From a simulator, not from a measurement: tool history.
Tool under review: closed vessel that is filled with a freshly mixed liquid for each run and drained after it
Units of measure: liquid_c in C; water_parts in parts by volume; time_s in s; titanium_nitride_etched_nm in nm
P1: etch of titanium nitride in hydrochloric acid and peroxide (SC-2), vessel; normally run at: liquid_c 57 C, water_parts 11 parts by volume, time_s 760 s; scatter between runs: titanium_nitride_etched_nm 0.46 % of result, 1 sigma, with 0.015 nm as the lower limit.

run	hour	liquid_c	water_parts	time_s	hours since the thermometer was replaced	hours since the chemicals flow meter was replaced	hours since the drum of peroxide was connected	titanium_nitride_etched_nm
1	10.5	57	11	760	213.5	779.7	327.8	26.716
2	22.6	57	11	760	225.6	791.8	339.9	26.503
3	34	57	11	1505	237	803.2	351.3	52.952
4	46.8	57	11	760	249.8	816	364.1	26.633
5	57.6	57	5	760	260.6	826.8	374.9	49.199
6	67.6	72	11	760	270.6	836.8	384.9	66.846
7	77.2	57	11	760	280.2	846.4	394.5	26.329
8	89.5	40.5	11	760	292.5	858.7	406.8	8.6963
9	103.7	57	20	760	306.7	872.9	421	15.739
10	112.5	65	11	1335	315.5	881.7	429.8	77.23
11	128.2	48.5	11	1150	331.2	897.4	445.5	22.837
12	141.9	57	11	760	344.9	911.1	459.2	26.821
13	149.2	57	11	415	352.2	918.4	466.5	14.47
14	157.3	57	11	760	360.3	926.5	474.6	26.589
15	168.2	57	11	760	371.2	937.4	485.5	27.611
16	182.3	57	11	760	385.3	951.5	499.6	28.121
17	189.8	57	11	760	392.8	959	507.1	28.585
18	205.9	57	11	760	408.9	975.1	523.2	28.757
19	219.4	57	11	760	422.4	988.6	536.7	28.879
20	234.3	57	11	760	437.3	1003.5	551.6	29.104

P1 has crept away from where it was. The log is fitted equally well by each of these 2 causes, at the sizes shown:
A: chemicals flow above the setpoint (%) = 10.4
B: liquid hotter than its thermometer reads (K) = 1.32
Onset of the creep was near hour 157.3.
Every other cause this tool's parts could produce, and why it does not fit the log:
peroxide weaker than its label (%): cannot exceed 8; that much would move titanium_nitride_etched_nm by -7.4 %, which falls short of the creep or goes against it

Which of the check runs below tells the causes apart, meaning the causes would give it clearly different results? Each run uses 3 wafers whose results are averaged, and each result is shown as a question mark.
check 1	249.2	70	11	1415				?
check 2	249.2	41.5	5.5	760				?
check 3	249.2	66	11	760				?
check 4	249.2	57	19.5	1290				?

Check results expected under each cause:
check	result	if A	if B
check 1	titanium_nitride_etched_nm	119.68	119.05
check 2	titanium_nitride_etched_nm	17.531	17.901
check 3	titanium_nitride_etched_nm	50.601	50.427
check 4	titanium_nitride_etched_nm	29.861	29.703
How far apart the two closest causes lie, in the result that separates them most: check 1 0.53 %; check 2 2.09 %; check 3 0.35 %; check 4 0.53 %
The other checks would show nearly matching results whichever cause is true, so check 2 is the only one that separates the causes.

Check 2 has now been run. It gave: titanium_nitride_etched_nm 17.629 nm. Which of the candidate causes is it?

Of the candidate causes, it is A: chemicals flow above the setpoint (%).

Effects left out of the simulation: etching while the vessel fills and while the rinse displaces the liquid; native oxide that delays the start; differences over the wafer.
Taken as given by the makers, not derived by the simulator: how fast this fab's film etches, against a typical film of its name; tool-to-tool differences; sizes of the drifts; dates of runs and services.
